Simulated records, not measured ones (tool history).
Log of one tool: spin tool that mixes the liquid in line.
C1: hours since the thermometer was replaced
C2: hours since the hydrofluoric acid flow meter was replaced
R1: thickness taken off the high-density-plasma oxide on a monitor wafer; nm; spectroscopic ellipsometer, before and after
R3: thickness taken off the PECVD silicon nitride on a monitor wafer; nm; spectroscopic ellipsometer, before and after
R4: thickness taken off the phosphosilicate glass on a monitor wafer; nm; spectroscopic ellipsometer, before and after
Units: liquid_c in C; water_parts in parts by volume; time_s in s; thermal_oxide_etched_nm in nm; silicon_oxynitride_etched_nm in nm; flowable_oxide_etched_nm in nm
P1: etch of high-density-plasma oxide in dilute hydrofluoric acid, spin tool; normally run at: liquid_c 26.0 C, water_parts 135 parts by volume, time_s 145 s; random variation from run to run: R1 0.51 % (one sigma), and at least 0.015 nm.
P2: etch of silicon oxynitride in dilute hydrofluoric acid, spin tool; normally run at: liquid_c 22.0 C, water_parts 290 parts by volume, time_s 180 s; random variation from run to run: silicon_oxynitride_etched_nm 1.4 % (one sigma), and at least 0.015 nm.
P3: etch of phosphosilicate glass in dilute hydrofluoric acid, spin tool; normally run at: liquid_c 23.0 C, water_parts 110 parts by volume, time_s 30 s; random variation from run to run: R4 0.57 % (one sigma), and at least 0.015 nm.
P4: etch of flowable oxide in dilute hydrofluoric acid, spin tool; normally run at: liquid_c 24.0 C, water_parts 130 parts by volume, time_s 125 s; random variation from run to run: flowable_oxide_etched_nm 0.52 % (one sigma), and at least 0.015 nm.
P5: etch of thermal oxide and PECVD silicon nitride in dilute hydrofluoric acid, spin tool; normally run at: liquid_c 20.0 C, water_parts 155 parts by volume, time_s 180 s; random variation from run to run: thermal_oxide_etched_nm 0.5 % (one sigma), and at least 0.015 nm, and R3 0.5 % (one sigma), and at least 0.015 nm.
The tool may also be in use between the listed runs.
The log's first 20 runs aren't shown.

{"run": 21, "hour": 170.1, "process": "P4", "liquid_c": 24.0, "water_parts": 130, "time_s": 30, "C1": 1462.0, "C2": 142.5, "flowable_oxide_etched_nm": 7.3119}
{"run": 22, "hour": 176.8, "process": "P2", "liquid_c": 22.0, "water_parts": 290, "time_s": 180, "C1": 1468.7, "C2": 149.2, "silicon_oxynitride_etched_nm": 1.7459}
{"run": 23, "hour": 182.6, "process": "P2", "liquid_c": 22.0, "water_parts": 465, "time_s": 180, "C1": 1474.5, "C2": 155.0, "silicon_oxynitride_etched_nm": 0.97499}
{"run": 24, "hour": 193.7, "process": "P1", "liquid_c": 32.5, "water_parts": 135, "time_s": 145, "C1": 1485.6, "C2": 166.1, "R1": 7.2743}
{"run": 25, "hour": 203.2, "process": "P4", "liquid_c": 24.0, "water_parts": 130, "time_s": 125, "C1": 1495.1, "C2": 175.6, "flowable_oxide_etched_nm": 30.502}
{"run": 26, "hour": 210.3, "process": "P4", "liquid_c": 24.0, "water_parts": 195, "time_s": 125, "C1": 1502.2, "C2": 182.7, "flowable_oxide_etched_nm": 18.68}
{"run": 27, "hour": 216.9, "process": "P2", "liquid_c": 22.0, "water_parts": 290, "time_s": 180, "C1": 1508.8, "C2": 189.3, "silicon_oxynitride_etched_nm": 1.7554}
{"run": 28, "hour": 227.8, "process": "P1", "liquid_c": 26.0, "water_parts": 135, "time_s": 250, "C1": 1519.7, "C2": 200.2, "R1": 9.9054}
{"run": 29, "hour": 237.6, "process": "P3", "liquid_c": 23.0, "water_parts": 110, "time_s": 30, "C1": 1529.5, "C2": 210.0, "R4": 15.877}
{"run": 30, "hour": 245.4, "process": "P1", "liquid_c": 26.0, "water_parts": 135, "time_s": 60, "C1": 1537.3, "C2": 217.8, "R1": 2.3963}
{"run": 31, "hour": 256.1, "process": "P1", "liquid_c": 26.0, "water_parts": 135, "time_s": 145, "C1": 1548.0, "C2": 228.5, "R1": 5.6746}
{"run": 32, "hour": 263.3, "process": "P1", "liquid_c": 26.0, "water_parts": 135, "time_s": 145, "C1": 1555.2, "C2": 235.7, "R1": 5.8603}

The next listed run, before its measurement:
{"run": 33, "hour": 273.9, "process": "P1", "liquid_c": 26.0, "water_parts": 135, "time_s": 145, "C1": 1565.8, "C2": 246.3, "R1": "?"}

R1: 5.9799 nm
